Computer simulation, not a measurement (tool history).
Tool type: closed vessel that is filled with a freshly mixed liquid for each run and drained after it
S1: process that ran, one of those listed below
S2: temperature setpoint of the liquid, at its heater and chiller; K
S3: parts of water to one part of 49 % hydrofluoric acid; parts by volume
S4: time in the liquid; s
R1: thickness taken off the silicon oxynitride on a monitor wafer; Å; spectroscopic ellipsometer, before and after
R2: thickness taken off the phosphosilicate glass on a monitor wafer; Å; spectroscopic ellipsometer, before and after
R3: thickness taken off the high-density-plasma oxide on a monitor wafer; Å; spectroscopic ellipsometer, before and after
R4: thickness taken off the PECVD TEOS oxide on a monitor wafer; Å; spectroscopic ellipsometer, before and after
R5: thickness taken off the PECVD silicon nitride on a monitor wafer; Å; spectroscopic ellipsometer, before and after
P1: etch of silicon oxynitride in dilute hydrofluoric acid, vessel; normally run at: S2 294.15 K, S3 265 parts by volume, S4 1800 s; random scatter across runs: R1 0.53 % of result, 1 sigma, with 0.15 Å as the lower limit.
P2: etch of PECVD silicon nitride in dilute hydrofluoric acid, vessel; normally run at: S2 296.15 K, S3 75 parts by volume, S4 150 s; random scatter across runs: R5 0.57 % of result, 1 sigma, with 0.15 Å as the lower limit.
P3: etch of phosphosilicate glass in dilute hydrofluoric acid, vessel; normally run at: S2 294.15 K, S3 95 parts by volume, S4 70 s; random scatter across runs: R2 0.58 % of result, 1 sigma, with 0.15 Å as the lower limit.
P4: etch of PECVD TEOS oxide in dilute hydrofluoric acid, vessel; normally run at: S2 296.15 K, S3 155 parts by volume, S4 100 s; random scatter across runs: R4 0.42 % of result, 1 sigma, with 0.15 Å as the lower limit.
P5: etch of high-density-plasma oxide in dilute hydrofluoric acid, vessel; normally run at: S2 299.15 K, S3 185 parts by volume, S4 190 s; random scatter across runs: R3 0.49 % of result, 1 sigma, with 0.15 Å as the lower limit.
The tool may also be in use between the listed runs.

| run | day | S1 | S2 | S3 | S4 | R1 | R2 | R3 | R4 | R5 |
|---|---|---|---|---|---|---|---|---|---|---|
| 1 | 0.196 | P1 | 294.15 | 265 | 1800 | 123.6 |  |  |  |  |
| 2 | 0.304 | P1 | 290.15 | 265 | 1800 | 103.23 |  |  |  |  |
| 3 | 0.521 | P1 | 294.15 | 480 | 1800 | 60.607 |  |  |  |  |
| 4 | 0.712 | P1 | 294.15 | 150 | 1800 | 237.33 |  |  |  |  |
| 5 | 0.862 | P1 | 294.15 | 265 | 1800 | 123.49 |  |  |  |  |
| 6 | 1.029 | P3 | 294.15 | 95 | 70 |  | 520.24 |  |  |  |
| 7 | 1.208 | P1 | 294.15 | 265 | 1800 | 123.48 |  |  |  |  |
| 8 | 1.358 | P5 | 293.15 | 185 | 190 |  |  | 50.315 |  |  |
| 9 | 1.496 | P1 | 294.15 | 265 | 740 | 50.792 |  |  |  |  |
| 10 | 1.654 | P4 | 296.15 | 155 | 165 |  |  |  | 240.03 |  |
| 11 | 1.833 | P1 | 294.15 | 265 | 1800 | 123.76 |  |  |  |  |
| 12 | 2.033 | P1 | 294.15 | 265 | 2620 | 179.34 |  |  |  |  |
| 13 | 2.154 | P1 | 299.15 | 80 | 1800 | 592.13 |  |  |  |  |
| 14 | 2.362 | P4 | 296.15 | 155 | 100 |  |  |  | 144.92 |  |
| 15 | 2.529 | P5 | 299.15 | 185 | 190 |  |  | 63.773 |  |  |
| 16 | 2.658 | P2 | 296.15 | 120 | 150 |  |  |  |  | 51.989 |
| 17 | 2.783 | P3 | 294.15 | 25 | 70 |  | 2166.7 |  |  |  |
| 18 | 2.896 | P5 | 299.15 | 45 | 190 |  |  | 311.32 |  |  |
| 19 | 3 | P5 | 299.15 | 185 | 50 |  |  | 16.635 |  |  |
| 20 | 3.217 | P3 | 290.15 | 95 | 70 |  | 439.31 |  |  |  |
| 21 | 3.371 | P2 | 296.15 | 75 | 150 |  |  |  |  | 82.349 |
| 22 | 3.517 | P4 | 296.15 | 155 | 100 |  |  |  | 144.49 |  |
| 23 | 3.729 | P4 | 296.15 | 80 | 100 |  |  |  | 307.3 |  |
| 24 | 3.917 | P2 | 296.15 | 75 | 150 |  |  |  |  | 82.964 |
| 25 | 4.067 | P1 | 302.15 | 265 | 1800 | 171.84 |  |  |  |  |
| 26 | 4.229 | P3 | 294.15 | 95 | 120 |  | 889.57 |  |  |  |
| 27 | 4.35 | P1 | 298.65 | 265 | 2855 | 238.32 |  |  |  |  |
| 28 | 4.533 | P2 | 290.15 | 75 | 150 |  |  |  |  | 55.266 |
| 29 | 4.692 | P1 | 294.15 | 265 | 1800 | 123.56 |  |  |  |  |
| 30 | 4.842 | P2 | 296.15 | 75 | 30 |  |  |  |  | 16.706 |
| 31 | 5.017 | P4 | 292.65 | 155 | 100 |  |  |  | 126.38 |  |
| 32 | 5.204 | P5 | 299.15 | 185 | 190 |  |  | 62.872 |  |  |
| 33 | 5.3 | P1 | 294.15 | 265 | 1800 | 124.08 |  |  |  |  |
| 34 | 5.454 | P1 | 294.15 | 265 | 1800 | 130.21 |  |  |  |  |
| 35 | 5.575 | P1 | 294.15 | 265 | 1800 | 131.86 |  |  |  |  |
| 36 | 5.692 | P1 | 294.15 | 265 | 1800 | 134.14 |  |  |  |  |
| 37 | 5.846 | P1 | 294.15 | 265 | 1800 | 135.17 |  |  |  |  |
| 38 | 6.025 | P1 | 294.15 | 265 | 1800 | 135.96 |  |  |  |  |
| 39 | 6.2 | P1 | 294.15 | 265 | 1800 | 138.4 |  |  |  |  |
| 40 | 6.304 | P1 | 294.15 | 265 | 1800 | 135.73 |  |  |  |  |
| 41 | 6.433 | P1 | 294.15 | 265 | 1800 | 138.11 |  |  |  |  |

What P1 gives has crept away from where it was. These 2 causes fit the log equally well, each at the size given:
A: hydrofluoric acid flow above the setpoint (%) = 9.18
B: liquid hotter than its thermometer reads (K) = 2.33
Creep in the process output first set in at about day 5.3.

Which of the 4 check runs listed below, each an average over 2 wafers with its results shown as question marks, gives clearly different results under the different listed causes?
| check 1 | 6.562 | P3 | 294.15 | 35 | 110 |  | ? |  |  |  |
| check 2 | 6.562 | P2 | 290.15 | 75 | 35 |  |  |  |  | ? |
| check 3 | 6.562 | P4 | 296.15 | 100 | 100 |  |  |  | ? |  |
| check 4 | 6.562 | P5 | 299.15 | 50 | 115 |  |  | ? |  |  |

Expected result of each check under each candidate cause:
| check | result | if A | if B |
|---|---|---|---|
| check 1 | R2 | 2608.2 | 2626.6 |
| check 2 | R5 | 13.978 | 15.101 |
| check 3 | R4 | 263.74 | 262.21 |
| check 4 | R3 | 184.35 | 184.33 |
Minimum pairwise separation of causes per check, each pair taken at its best-separating result: check 1 0.7 %; check 2 7.73 %; check 3 0.58 %; check 4 0.01 %
Only check 2 tells the causes apart: in the others they would give nearly the same result.

Check 2 was carried out, with these results: R5 15.076 Å. Which of the listed causes is responsible?

It was cause B: liquid hotter than its thermometer reads (K).

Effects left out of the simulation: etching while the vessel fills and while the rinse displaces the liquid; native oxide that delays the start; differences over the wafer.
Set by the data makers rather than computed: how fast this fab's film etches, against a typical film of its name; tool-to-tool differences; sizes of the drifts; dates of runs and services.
